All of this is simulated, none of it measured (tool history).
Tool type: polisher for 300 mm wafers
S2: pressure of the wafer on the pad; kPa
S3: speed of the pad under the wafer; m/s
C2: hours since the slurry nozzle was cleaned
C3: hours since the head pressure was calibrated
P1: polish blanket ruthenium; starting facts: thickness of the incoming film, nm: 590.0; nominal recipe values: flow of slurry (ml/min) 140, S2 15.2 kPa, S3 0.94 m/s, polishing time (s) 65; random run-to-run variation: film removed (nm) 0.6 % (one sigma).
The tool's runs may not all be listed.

Run 1, hour 15.1: flow of slurry (ml/min) 140, S2 15.2 kPa, S3 0.94 m/s, polishing time (s) 65; wafers polished on this pad 764; C2 172.0; C3 433.8. Result: film removed (nm) 66.603.
Run 2, hour 24.9: flow of slurry (ml/min) 140, S2 15.2 kPa, S3 0.50 m/s, polishing time (s) 65; wafers polished on this pad 880; C2 181.8; C3 443.6. Result: film removed (nm) 35.199.
Run 3, hour 39.4: flow of slurry (ml/min) 140, S2 15.2 kPa, S3 0.94 m/s, polishing time (s) 65; wafers polished on this pad 1053; C2 196.3; C3 458.1. Result: film removed (nm) 66.535.
Run 4, hour 52.4: flow of slurry (ml/min) 140, S2 22.1 kPa, S3 0.62 m/s, polishing time (s) 65; wafers polished on this pad 1207; C2 209.3; C3 471.1. Result: film removed (nm) 63.781.
At hour 57.2: slurry nozzle cleaned.
Run 5, hour 60.6: flow of slurry (ml/min) 140, S2 8.3 kPa, S3 1.22 m/s, polishing time (s) 65; wafers polished on this pad 1305; C2 3.5; C3 479.3. Result: film removed (nm) 47.315.
Run 6, hour 71.9: flow of slurry (ml/min) 140, S2 15.2 kPa, S3 0.94 m/s, polishing time (s) 29; wafers polished on this pad 1439; C2 14.8; C3 490.6. Result: film removed (nm) 29.875.
Run 7, hour 83.4: flow of slurry (ml/min) 140, S2 15.2 kPa, S3 0.94 m/s, polishing time (s) 65; wafers polished on this pad 1576; C2 26.3; C3 502.1. Result: film removed (nm) 66.454.
Run 8, hour 95.3: flow of slurry (ml/min) 140, S2 23.4 kPa, S3 0.94 m/s, polishing time (s) 65; wafers polished on this pad 1718; C2 38.2; C3 514.0. Result: film removed (nm) 102.170.
Run 9, hour 106.9: flow of slurry (ml/min) 140, S2 8.3 kPa, S3 0.94 m/s, polishing time (s) 65; wafers polished on this pad 1856; C2 49.8; C3 525.6. Result: film removed (nm) 35.991.
Run 10, hour 122.0: flow of slurry (ml/min) 140, S2 15.2 kPa, S3 0.94 m/s, polishing time (s) 100; wafers polished on this pad 2036; C2 64.9; C3 540.7. Result: film removed (nm) 102.210.
Run 11, hour 139.6: flow of slurry (ml/min) 140, S2 15.2 kPa, S3 0.94 m/s, polishing time (s) 65; wafers polished on this pad 2245; C2 82.5; C3 558.3. Result: film removed (nm) 67.189.
Run 12, hour 149.5: flow of slurry (ml/min) 140, S2 15.2 kPa, S3 1.40 m/s, polishing time (s) 65; wafers polished on this pad 2363; C2 92.4; C3 568.2. Result: film removed (nm) 99.584.
Run 13, hour 167.1: flow of slurry (ml/min) 85, S2 15.2 kPa, S3 0.94 m/s, polishing time (s) 65; wafers polished on this pad 2572; C2 110.0; C3 585.8. Result: film removed (nm) 58.910.
Run 14, hour 179.3: flow of slurry (ml/min) 140, S2 15.2 kPa, S3 0.94 m/s, polishing time (s) 65; wafers polished on this pad 2717; C2 122.2; C3 598.0. Result: film removed (nm) 66.736.
Run 15, hour 187.4: flow of slurry (ml/min) 220, S2 15.2 kPa, S3 0.94 m/s, polishing time (s) 65; wafers polished on this pad 2814; C2 130.3; C3 606.1. Result: film removed (nm) 70.581.
Run 16, hour 198.7: flow of slurry (ml/min) 140, S2 15.2 kPa, S3 0.94 m/s, polishing time (s) 65; wafers polished on this pad 2948; C2 141.6; C3 617.4. Result: film removed (nm) 66.835.
Run 17, hour 210.9: flow of slurry (ml/min) 140, S2 15.2 kPa, S3 0.94 m/s, polishing time (s) 65; wafers polished on this pad 3093; C2 153.8; C3 629.6. Result: film removed (nm) 63.848.
Run 18, hour 221.3: flow of slurry (ml/min) 140, S2 15.2 kPa, S3 0.94 m/s, polishing time (s) 65; wafers polished on this pad 3217; C2 164.2; C3 640.0. Result: film removed (nm) 62.247.
At hour 226.5: worn pad replaced by a new one.
Run 19, hour 238.5: flow of slurry (ml/min) 140, S2 15.2 kPa, S3 0.94 m/s, polishing time (s) 65; wafers polished on this pad 143; C2 181.4; C3 657.2. Result: film removed (nm) 61.337.
Run 20, hour 247.9: flow of slurry (ml/min) 140, S2 15.2 kPa, S3 0.94 m/s, polishing time (s) 65; wafers polished on this pad 254; C2 190.8; C3 666.6. Result: film removed (nm) 61.276.

Forecast run 21:
Run 21, hour 262.5: flow of slurry (ml/min) 140, S2 15.2 kPa, S3 0.94 m/s, polishing time (s) 65; wafers polished on this pad 428; C2 205.4; C3 681.2. Result: film removed (nm) ?.

film removed (nm): 60.814
